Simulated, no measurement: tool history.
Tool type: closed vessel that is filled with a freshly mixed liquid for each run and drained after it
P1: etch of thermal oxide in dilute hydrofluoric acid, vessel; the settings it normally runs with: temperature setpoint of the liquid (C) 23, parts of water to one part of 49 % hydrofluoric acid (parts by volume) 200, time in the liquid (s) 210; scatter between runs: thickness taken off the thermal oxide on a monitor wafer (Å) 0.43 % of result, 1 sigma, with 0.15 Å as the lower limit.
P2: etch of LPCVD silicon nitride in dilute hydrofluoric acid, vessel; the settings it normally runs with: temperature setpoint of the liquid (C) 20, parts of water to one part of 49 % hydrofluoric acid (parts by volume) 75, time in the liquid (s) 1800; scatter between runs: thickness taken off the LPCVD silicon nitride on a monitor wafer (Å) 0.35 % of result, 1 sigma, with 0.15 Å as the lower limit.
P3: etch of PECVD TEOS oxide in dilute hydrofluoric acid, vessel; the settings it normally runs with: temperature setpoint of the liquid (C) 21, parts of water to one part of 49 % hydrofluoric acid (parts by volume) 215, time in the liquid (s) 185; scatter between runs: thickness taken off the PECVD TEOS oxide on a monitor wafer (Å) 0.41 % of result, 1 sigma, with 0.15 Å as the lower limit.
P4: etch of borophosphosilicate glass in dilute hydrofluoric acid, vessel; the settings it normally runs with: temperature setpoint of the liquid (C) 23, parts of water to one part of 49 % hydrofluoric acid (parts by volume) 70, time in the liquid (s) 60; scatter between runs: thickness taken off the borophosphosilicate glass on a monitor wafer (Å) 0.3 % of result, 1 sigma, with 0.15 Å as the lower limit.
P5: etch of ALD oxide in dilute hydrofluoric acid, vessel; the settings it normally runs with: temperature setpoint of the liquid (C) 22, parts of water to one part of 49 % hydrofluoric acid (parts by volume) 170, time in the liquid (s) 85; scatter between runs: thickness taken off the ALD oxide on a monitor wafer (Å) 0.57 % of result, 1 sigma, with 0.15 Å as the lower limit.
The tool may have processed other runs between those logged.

run     day  process that ran  temperature setpoint of the liquid (C)  parts of water to one part of 49 % hydrofluoric acid (parts by volume)  time in the liquid (s)  thickness taken off the thermal oxide on a monitor wafer (Å)  thickness taken off the borophosphosilicate glass on a monitor wafer (Å)  thickness taken off the LPCVD silicon nitride on a monitor wafer (Å)  thickness taken off the PECVD TEOS oxide on a monitor wafer (Å)  thickness taken off the ALD oxide on a monitor wafer (Å)
  1   0.504                P1                                      23                                                                     200                     210                                                        46.967
  2   0.858                P1                                      19                                                                     200                     210                                                        40.022
  3   1.358                P4                                      23                                                                      70                      60                                                                                                                                  430.52
  4   1.808                P2                                      20                                                                      20                    1800                                                                                                                                                                                                        311.01
  5   2.412                P3                                      21                                                                     330                     185                                                                                                                                                                                                                                                                         32.917
  6   2.854                P2                                      17                                                                      75                    1800                                                                                                                                                                                                        70.463
  7   3.158                P1                                      23                                                                     200                     210                                                         46.84
  8   3.671                P1                                      23                                                                     200                     210                                                        46.599
  9   4.146                P3                                      17                                                                     215                     185                                                                                                                                                                                                                                                                         47.996
 10   4.492                P5                                      22                                                                     170                      30                                                                                                                                                                                                                                                                                                                                   45.944
 11   4.954                P1                                      23                                                                     200                     210                                                         46.48
 12   5.554                P4                                      31                                                                      70                      60                                                                                                                                  589.48
 13   5.942                P1                                      23                                                                     330                     110                                                        12.888
 14   6.421                P4                                      23                                                                      70                      90                                                                                                                                  646.84
 15   6.796                P2                                      20                                                                      75                    1800                                                                                                                                                                                                        86.516
 16   7.225                P2                                      20                                                                      75                     110                                                                                                                                                                                                        5.1611
 17   7.592                P3                                      21                                                                     215                     185                                                                                                                                                                                                                                                                         56.713
 18   7.954                P3                                      21                                                                     215                      55                                                                                                                                                                                                                                                                          16.65
 19   8.621                P5                                      22                                                                     170                      85                                                                                                                                                                                                                                                                                                                                   129.36
 20     9.1                P4                                      23                                                                     120                      60                                                                                                                                  235.59
 21   9.712                P1                                      23                                                                     200                     300                                                        66.523
 22   10.05                P3                                      21                                                                     215                     185                                                                                                                                                                                                                                                                         56.568
 23  10.479                P5                                      22                                                                     170                      85                                                                                                                                                                                                                                                                                                                                   129.88
 24  11.054                P1                                      23                                                                     290                     210                                                        29.255
 25  11.658                P1                                      31                                                                     200                     210                                                        62.102
 26  12.025                P5                                      22                                                                     255                      85                                                                                                                                                                                                                                                                                                                                   80.154
 27  12.679                P1                                      23                                                                     200                     210                                                        46.776
 28  13.342                P4                                      23                                                                      70                      60                                                                                                                                  430.98
 29  14.038                P5                                      30                                                                     170                      85                                                                                                                                                                                                                                                                                                                                   176.79
 30  14.358                P1                                      23                                                                     200                      30                                                        6.7139
 31  14.858                P1                                      23                                                                      45                     210                                                         247.4
 32    15.4                P1                                      23                                                                     200                     210                                                        46.609
 33  16.054                P1                                      23                                                                     200                     210                                                        46.389
 34  16.467                P1                                      23                                                                     200                     210                                                        47.837
 35  16.783                P1                                      23                                                                     200                     210                                                        47.963
 36  17.425                P1                                      23                                                                     200                     210                                                        48.927
 37  17.921                P1                                      23                                                                     200                     210                                                        49.758
 38  18.396                P1                                      23                                                                     200                     210                                                        50.024
 39  19.033                P1                                      23                                                                     200                     210                                                        49.885
 40  19.404                P1                                      23                                                                     200                     210                                                        50.104
 41  19.812                P1                                      23                                                                     200                     210                                                        50.166
 42  20.379                P1                                      23                                                                     200                     210                                                        50.035
 43  20.867                P1                                      23                                                                     200                     210                                                        50.376
 44  21.179                P1                                      23                                                                     200                     210                                                        50.458

P1 has crept away from where it was. The log is fitted equally well by each of these 2 causes, at the sizes shown:
A: liquid hotter than its thermometer reads (K) = 2.18
B: hydrofluoric acid flow above the setpoint (%) = 6.9
Onset of the creep was near day 16.054.

Each of the 4 check runs below uses one wafer; its results are left as question marks. Which run tells the causes apart?
check 1  21.492                P3                                      21                                                                     315                     185                                                                                                                                                                                                                                                                              ?
check 2  21.492                P4                                      28                                                                     100                      60                                                                                                                                       ?
check 3  21.492                P2                                      20                                                                      25                     330                                                                                                                                                                                                             ?
check 4  21.492                P5                                      29                                                                     170                      85                                                                                                                                                                                                                                                                                                                                        ?

How each check would come out, cause by cause:
  check                                                                    result    if A    if B
check 1           thickness taken off the PECVD TEOS oxide on a monitor wafer (Å)  37.954   38.27
check 2  thickness taken off the borophosphosilicate glass on a monitor wafer (Å)  382.93  380.26
check 3      thickness taken off the LPCVD silicon nitride on a monitor wafer (Å)  53.668  49.127
check 4                  thickness taken off the ALD oxide on a monitor wafer (Å)  183.14  183.78
How far apart the two closest causes lie, in the result that separates them most: check 1 0.83 %; check 2 0.7 %; check 3 8.84 %; check 4 0.34 %
Only check 3 tells the causes apart: in the others they would give nearly the same result.

Running check 3 produced the following: thickness taken off the LPCVD silicon nitride on a monitor wafer (Å) 48.913. Which one of the listed causes fits?

It is B: hydrofluoric acid flow above the setpoint (%).

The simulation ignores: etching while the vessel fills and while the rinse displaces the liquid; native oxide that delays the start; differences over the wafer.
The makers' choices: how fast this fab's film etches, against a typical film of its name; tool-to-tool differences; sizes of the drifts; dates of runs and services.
